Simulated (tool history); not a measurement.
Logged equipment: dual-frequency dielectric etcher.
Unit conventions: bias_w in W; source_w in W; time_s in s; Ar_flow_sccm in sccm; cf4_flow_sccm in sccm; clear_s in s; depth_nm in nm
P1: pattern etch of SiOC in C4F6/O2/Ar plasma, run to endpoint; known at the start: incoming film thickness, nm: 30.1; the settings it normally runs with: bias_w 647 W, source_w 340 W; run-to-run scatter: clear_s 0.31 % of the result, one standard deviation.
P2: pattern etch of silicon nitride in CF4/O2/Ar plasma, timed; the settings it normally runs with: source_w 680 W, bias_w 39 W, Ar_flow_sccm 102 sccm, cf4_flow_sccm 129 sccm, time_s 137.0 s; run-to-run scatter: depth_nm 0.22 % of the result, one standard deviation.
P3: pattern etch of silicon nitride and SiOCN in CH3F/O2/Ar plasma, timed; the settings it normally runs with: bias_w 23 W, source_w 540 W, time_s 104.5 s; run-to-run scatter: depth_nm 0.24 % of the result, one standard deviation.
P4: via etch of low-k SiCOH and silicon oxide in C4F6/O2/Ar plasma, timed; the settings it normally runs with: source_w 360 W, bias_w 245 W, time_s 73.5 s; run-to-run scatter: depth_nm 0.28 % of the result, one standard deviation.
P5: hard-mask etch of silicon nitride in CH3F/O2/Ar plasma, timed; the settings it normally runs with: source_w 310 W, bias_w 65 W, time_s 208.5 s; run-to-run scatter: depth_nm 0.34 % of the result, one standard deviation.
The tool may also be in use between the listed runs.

| run | day | process | bias_w | source_w | time_s | Ar_flow_sccm | cf4_flow_sccm | clear_s | depth_nm |
|---|---|---|---|---|---|---|---|---|---|
| 1 | 0.317 | P1 | 647 | 340 |  |  |  | 9.9116 |  |
| 2 | 0.658 | P3 | 23 | 540 | 151.0 |  |  |  | 22.944 |
| 3 | 1.112 | P1 | 526 | 280 |  |  |  | 11.5010 |  |
| 4 | 1.621 | P4 | 147 | 360 | 73.5 |  |  |  | 189.310 |
| 5 | 2.058 | P2 | 39 | 680 | 137.0 | 102 | 129 |  | 317.650 |
| 6 | 2.475 | P1 | 647 | 340 |  |  |  | 9.8365 |  |
| 7 | 2.850 | P1 | 862 | 460 |  |  |  | 7.9098 |  |
| 8 | 3.338 | P1 | 647 | 460 |  |  |  | 8.8296 |  |
| 9 | 3.688 | P1 | 647 | 340 |  |  |  | 9.9117 |  |
| 10 | 3.992 | P1 | 443 | 340 |  |  |  | 11.4240 |  |
| 11 | 4.325 | P1 | 754 | 430 |  |  |  | 8.5154 |  |
| 12 | 4.696 | P1 | 647 | 340 |  |  |  | 9.9093 |  |
| 13 | 5.075 | P2 | 39 | 680 | 137.0 | 134 | 129 |  | 307.250 |
| 14 | 5.383 | P1 | 647 | 340 |  |  |  | 9.8712 |  |
| 15 | 5.854 | P5 | 65 | 310 | 303.5 |  |  |  | 186.740 |
| 16 | 6.246 | P2 | 39 | 680 | 77.5 | 102 | 129 |  | 180.800 |
| 17 | 6.725 | P3 | 23 | 540 | 104.5 |  |  |  | 15.854 |
| 18 | 7.183 | P4 | 245 | 360 | 43.5 |  |  |  | 132.830 |
|  | 7.433 | bias power generator calibrated |
| 19 | 7.438 | P5 | 65 | 310 | 208.5 |  |  |  | 128.270 |
| 20 | 7.888 | P5 | 65 | 250 | 208.5 |  |  |  | 118.430 |
| 21 | 8.167 | P4 | 245 | 360 | 73.5 |  |  |  | 223.910 |
| 22 | 8.542 | P2 | 39 | 680 | 137.0 | 102 | 85 |  | 300.520 |
| 23 | 8.833 | P2 | 25 | 680 | 137.0 | 102 | 129 |  | 276.870 |
| 24 | 9.271 | P3 | 23 | 370 | 104.5 |  |  |  | 13.873 |
| 25 | 9.550 | P3 | 33 | 540 | 104.5 |  |  |  | 18.694 |
| 26 | 10.038 | P1 | 647 | 340 |  |  |  | 9.8416 |  |
| 27 | 10.458 | P1 | 647 | 240 |  |  |  | 11.2260 |  |
| 28 | 10.788 | P3 | 23 | 540 | 104.5 |  |  |  | 15.847 |

Run 29 has not been measured yet. What should we expect?
| 29 | 11.254 | P2 | 39 | 850 | 137.0 | 102 | 129 |  | ? |

depth_nm: 387.470 nm

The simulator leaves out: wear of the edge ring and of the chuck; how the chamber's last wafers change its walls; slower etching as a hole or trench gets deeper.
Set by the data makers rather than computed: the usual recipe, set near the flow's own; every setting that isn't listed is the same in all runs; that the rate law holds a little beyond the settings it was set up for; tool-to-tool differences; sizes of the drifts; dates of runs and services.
